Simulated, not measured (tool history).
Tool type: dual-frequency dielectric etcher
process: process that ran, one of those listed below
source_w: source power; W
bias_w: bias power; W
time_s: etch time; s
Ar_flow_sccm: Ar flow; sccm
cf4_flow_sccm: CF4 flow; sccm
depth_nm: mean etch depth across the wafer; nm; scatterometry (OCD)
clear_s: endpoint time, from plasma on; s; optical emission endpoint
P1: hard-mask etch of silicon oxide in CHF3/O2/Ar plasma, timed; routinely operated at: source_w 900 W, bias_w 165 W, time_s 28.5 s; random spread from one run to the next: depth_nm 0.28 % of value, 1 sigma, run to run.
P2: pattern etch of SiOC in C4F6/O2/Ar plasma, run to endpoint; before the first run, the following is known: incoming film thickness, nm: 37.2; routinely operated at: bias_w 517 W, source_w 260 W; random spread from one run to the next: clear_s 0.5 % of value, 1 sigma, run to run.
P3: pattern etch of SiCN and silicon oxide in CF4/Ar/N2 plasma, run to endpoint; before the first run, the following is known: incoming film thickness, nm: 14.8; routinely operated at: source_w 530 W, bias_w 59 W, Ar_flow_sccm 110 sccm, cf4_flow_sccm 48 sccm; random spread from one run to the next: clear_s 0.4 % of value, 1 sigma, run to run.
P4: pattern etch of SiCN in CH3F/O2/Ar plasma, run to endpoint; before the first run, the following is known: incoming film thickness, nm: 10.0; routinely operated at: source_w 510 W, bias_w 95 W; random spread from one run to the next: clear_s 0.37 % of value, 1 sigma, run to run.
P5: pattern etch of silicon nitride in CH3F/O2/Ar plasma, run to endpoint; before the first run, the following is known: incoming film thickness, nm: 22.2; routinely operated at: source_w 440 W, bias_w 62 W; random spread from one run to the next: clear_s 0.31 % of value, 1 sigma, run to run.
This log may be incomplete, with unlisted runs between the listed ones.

run   hour  process  source_w  bias_w  time_s  Ar_flow_sccm  cf4_flow_sccm  depth_nm  clear_s
  1    7.8       P1       900     165    28.5                                 64.953
  2   15.8       P2       260     331                                                  16.805
  3   24.9       P5       260      62                                                  38.691
  4   34.1       P1       900     165    28.5                                 65.165
  5   43.9       P4       670      95                                                  20.641
  6   49.8       P1       900     165    15.5                                 35.163
  7   58.4       P1       900     229    28.5                                 71.956
      60.7  -- wet clean of the chamber
  8   68.3       P5       440      62                                                  31.766
  9   77.2       P1      1110     165    15.5                                 38.115
      79.3  -- source power generator calibrated
 10   85.2       P1       900     222    37.5                                 94.042
 11   93.3       P1       900     165    38.5                                 87.804
 12    103       P5       440      75                                                  29.651
 13  109.8       P1       900     165    28.5                                 64.537
 14  116.6       P1      1240     165    28.5                                 73.374
 15  124.5       P5       440      62                                                  31.844
 16  128.9       P4       510      95                                                  23.003
 17    138       P3       530      59                    81             48             16.833
 18  146.9       P4       510      95                                                  22.825
 19  154.1       P3       530      59                   110             29             19.429
 20  159.9       P3       530      44                   110             48             19.528
 21  167.1       P1       900     165    28.5                                  64.74
 22  172.2       P1       900     126    28.5                                 59.771
 23  180.2       P4       510     132                                                   20.23
 24  188.5       P2       260     517                                                  14.259
 25    198       P2       260     517                                                  14.356
 26  204.6       P3       690      59                   110             48             13.914
 27  211.6       P3       530      59                   110             48               17.7
 28  218.7       P2       350     517                                                  12.817
 29  223.5       P1       540     165    28.5                                 53.007
 30  233.1       P1      1060     215    28.5                                 75.128
 31  239.4       P1       900     165    28.5                                 64.626
 32  247.9       P1       900     165    28.5                                 64.675
 33  255.1       P1       900     165    28.5                                 64.315
 34  262.5       P1       900     165    28.5                                 64.276
 35  269.2       P1       900     165    28.5                                 64.125
 36  275.1       P1       900     165    28.5                                  64.15
 37  281.8       P1       900     165    28.5                                  64.05
 38  287.2       P1       900     165    28.5                                  63.95
     293.3  -- wet clean of the chamber
 39  296.6       P1       900     165    28.5                                 63.472
 40  306.7       P1       900     165    28.5                                 63.834
 41  313.5       P1       900     165    28.5                                  63.69
 42  320.9       P1       900     165    28.5                                 63.859

Compared with where it was, what P1 gives has crept away. Each cause listed below fits the log as well as the rest, at the size given for it:
A: source power that arrives under what is set, % = 3.91
B: bias power that arrives under what is set, % = 4.74
Onset of the creep was near hour 239.4.
The rest of the possible causes, and what rules out each one:
chamber walls in a state that lowers the etch rate, %: was serviced at hour 293.3, once the creep was under way, yet the earlier output never came back

4 check runs are offered, each on 2 wafers whose results are averaged, their results left as question marks. Which one tells the causes apart?
check 1  328.3       P2       350     517                                                       ?
check 2  328.3       P4       510     113                                                       ?
check 3  328.3       P3       660      46                   110             48                  ?
check 4  328.3       P5       440      72                                                       ?

Outcome of each check run for each possible cause:
  check   result    if A    if B
check 1  clear_s  12.986  13.033
check 2  clear_s  21.807  21.887
check 3  clear_s  16.388  16.063
check 4  clear_s  30.599  30.638
Smallest distance between any two causes, each pair judged by its most separating result, in per cent: check 1 0.36 %; check 2 0.37 %; check 3 2 %; check 4 0.13 %
Check 3 is the one run that separates the causes; every other check would come out nearly the same whichever cause is at work.

Here is what check 3 returned: clear_s 16.339 s. Which cause is it?

It is A: source power that arrives under what is set, %.
